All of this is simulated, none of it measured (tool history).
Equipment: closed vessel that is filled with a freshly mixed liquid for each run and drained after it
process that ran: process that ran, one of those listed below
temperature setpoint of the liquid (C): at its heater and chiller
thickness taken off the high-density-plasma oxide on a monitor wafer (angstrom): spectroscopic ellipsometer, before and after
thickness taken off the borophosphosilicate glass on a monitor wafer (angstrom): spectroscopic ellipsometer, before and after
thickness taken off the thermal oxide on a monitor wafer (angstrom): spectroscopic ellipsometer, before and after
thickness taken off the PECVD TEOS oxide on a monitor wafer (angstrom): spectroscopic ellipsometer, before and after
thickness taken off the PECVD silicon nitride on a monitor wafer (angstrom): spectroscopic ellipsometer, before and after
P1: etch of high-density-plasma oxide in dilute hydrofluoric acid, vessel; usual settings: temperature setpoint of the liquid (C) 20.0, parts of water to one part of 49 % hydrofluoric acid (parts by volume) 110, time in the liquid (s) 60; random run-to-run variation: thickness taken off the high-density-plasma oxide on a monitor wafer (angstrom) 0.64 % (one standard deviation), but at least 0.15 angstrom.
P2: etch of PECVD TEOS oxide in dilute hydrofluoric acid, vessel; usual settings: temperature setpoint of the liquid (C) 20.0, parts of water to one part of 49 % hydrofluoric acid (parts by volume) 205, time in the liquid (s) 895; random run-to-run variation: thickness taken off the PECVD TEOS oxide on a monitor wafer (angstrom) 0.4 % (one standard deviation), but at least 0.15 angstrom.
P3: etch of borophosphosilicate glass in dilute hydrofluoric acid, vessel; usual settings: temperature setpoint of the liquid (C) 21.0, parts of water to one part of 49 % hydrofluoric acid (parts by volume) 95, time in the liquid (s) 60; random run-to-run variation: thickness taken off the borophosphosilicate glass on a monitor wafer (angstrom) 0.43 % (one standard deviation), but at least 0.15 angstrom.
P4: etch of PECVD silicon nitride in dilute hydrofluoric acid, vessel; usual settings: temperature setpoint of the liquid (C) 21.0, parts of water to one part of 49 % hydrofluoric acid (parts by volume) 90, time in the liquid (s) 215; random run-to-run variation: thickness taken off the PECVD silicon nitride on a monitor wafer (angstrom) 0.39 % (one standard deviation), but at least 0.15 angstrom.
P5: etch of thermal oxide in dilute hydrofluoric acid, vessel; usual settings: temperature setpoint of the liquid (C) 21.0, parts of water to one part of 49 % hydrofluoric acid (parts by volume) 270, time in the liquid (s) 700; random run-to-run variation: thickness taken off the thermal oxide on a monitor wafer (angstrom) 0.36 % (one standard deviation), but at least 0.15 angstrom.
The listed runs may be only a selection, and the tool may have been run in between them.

| run | hour | process that ran | temperature setpoint of the liquid (C) | parts of water to one part of 49 % hydrofluoric acid (parts by volume) | time in the liquid (s) | hours since the thermometer was replaced | hours since the hydrofluoric acid flow meter was replaced | thickness taken off the high-density-plasma oxide on a monitor wafer (angstrom) | thickness taken off the borophosphosilicate glass on a monitor wafer (angstrom) | thickness taken off the thermal oxide on a monitor wafer (angstrom) | thickness taken off the PECVD TEOS oxide on a monitor wafer (angstrom) | thickness taken off the PECVD silicon nitride on a monitor wafer (angstrom) |
|---|---|---|---|---|---|---|---|---|---|---|---|---|
| 1 | 9.1 | P1 | 20.0 | 110 | 60 | 1509.1 | 636.5 | 46.185 |  |  |  |  |
| 2 | 20.5 | P3 | 21.0 | 170 | 60 | 1520.5 | 647.9 |  | 167.81 |  |  |  |
| 3 | 33.6 | P3 | 21.0 | 95 | 60 | 1533.6 | 661.0 |  | 326.73 |  |  |  |
| 4 | 45.7 | P5 | 21.0 | 270 | 700 | 1545.7 | 673.1 |  |  | 91.847 |  |  |
| 5 | 60.0 | P2 | 20.0 | 40 | 895 | 1560.0 | 687.4 |  |  |  | 3422.20 |  |
| 6 | 69.4 | P4 | 25.0 | 90 | 215 | 1569.4 | 696.8 |  |  |  |  | 87.376 |
| 7 | 78.4 | P1 | 20.0 | 190 | 60 | 1578.4 | 705.8 | 24.127 |  |  |  |  |
| 8 | 87.1 | P2 | 20.0 | 205 | 225 | 1587.1 | 714.5 |  |  |  | 140.27 |  |
| 9 | 96.0 | P3 | 17.0 | 95 | 60 | 1596.0 | 723.4 |  | 277.44 |  |  |  |
| 10 | 107.0 | P5 | 21.0 | 270 | 700 | 1607.0 | 734.4 |  |  | 91.926 |  |  |
| 11 | 114.5 | P1 | 20.0 | 110 | 60 | 1614.5 | 741.9 | 45.678 |  |  |  |  |
| 12 | 122.9 | P5 | 17.0 | 270 | 700 | 1622.9 | 750.3 |  |  | 79.049 |  |  |
| 13 | 135.8 | P4 | 21.0 | 90 | 215 | 1635.8 | 763.2 |  |  |  |  | 66.695 |
| 14 | 144.0 | P2 | 20.0 | 205 | 895 | 1644.0 | 771.4 |  |  |  | 557.34 |  |
| 15 | 157.5 | P5 | 21.0 | 115 | 700 | 1657.5 | 784.9 |  |  | 253.340 |  |  |
| 16 | 164.0 | P1 | 23.5 | 110 | 30 | 1664.0 | 791.4 | 26.315 |  |  |  |  |
| 17 | 171.8 | P2 | 17.0 | 205 | 895 | 1671.8 | 799.2 |  |  |  | 499.26 |  |
| 18 | 179.4 | P1 | 17.0 | 110 | 60 | 1679.4 | 806.8 | 41.037 |  |  |  |  |
| 19 | 193.2 | P1 | 20.0 | 75 | 30 | 1693.2 | 820.6 | 34.862 |  |  |  |  |
| 20 | 208.3 | P4 | 21.0 | 90 | 215 | 1708.3 | 835.7 |  |  |  |  | 66.983 |
| 21 | 217.3 | P1 | 20.0 | 110 | 30 | 1717.3 | 844.7 | 22.873 |  |  |  |  |
| 22 | 227.2 | P4 | 21.0 | 90 | 370 | 1727.2 | 854.6 |  |  |  |  | 115.830 |
| 23 | 236.9 | P1 | 24.0 | 110 | 60 | 1736.9 | 864.3 | 53.459 |  |  |  |  |
| 24 | 246.2 | P1 | 20.0 | 110 | 60 | 1746.2 | 873.6 | 46.296 |  |  |  |  |
| 25 | 255.4 | P1 | 20.0 | 110 | 90 | 1755.4 | 882.8 | 68.456 |  |  |  |  |
| 26 | 268.4 | P1 | 20.0 | 110 | 60 | 1768.4 | 895.8 | 46.004 |  |  |  |  |
| 27 | 277.9 | P1 | 20.0 | 65 | 60 | 1777.9 | 905.3 | 81.218 |  |  |  |  |
| 28 | 288.0 | P5 | 21.0 | 270 | 1015 | 1788.0 | 915.4 |  |  | 133.380 |  |  |
| 29 | 299.4 | P4 | 21.0 | 20 | 215 | 1799.4 | 926.8 |  |  |  |  | 285.780 |

Expected results for the next run?
| 30 | 314.1 | P1 | 17.0 | 40 | 60 | 1814.1 | 941.5 | ? |  |  |  |  |

For run 30 the tool returned thickness taken off the high-density-plasma oxide on a monitor wafer (angstrom) 120.380.
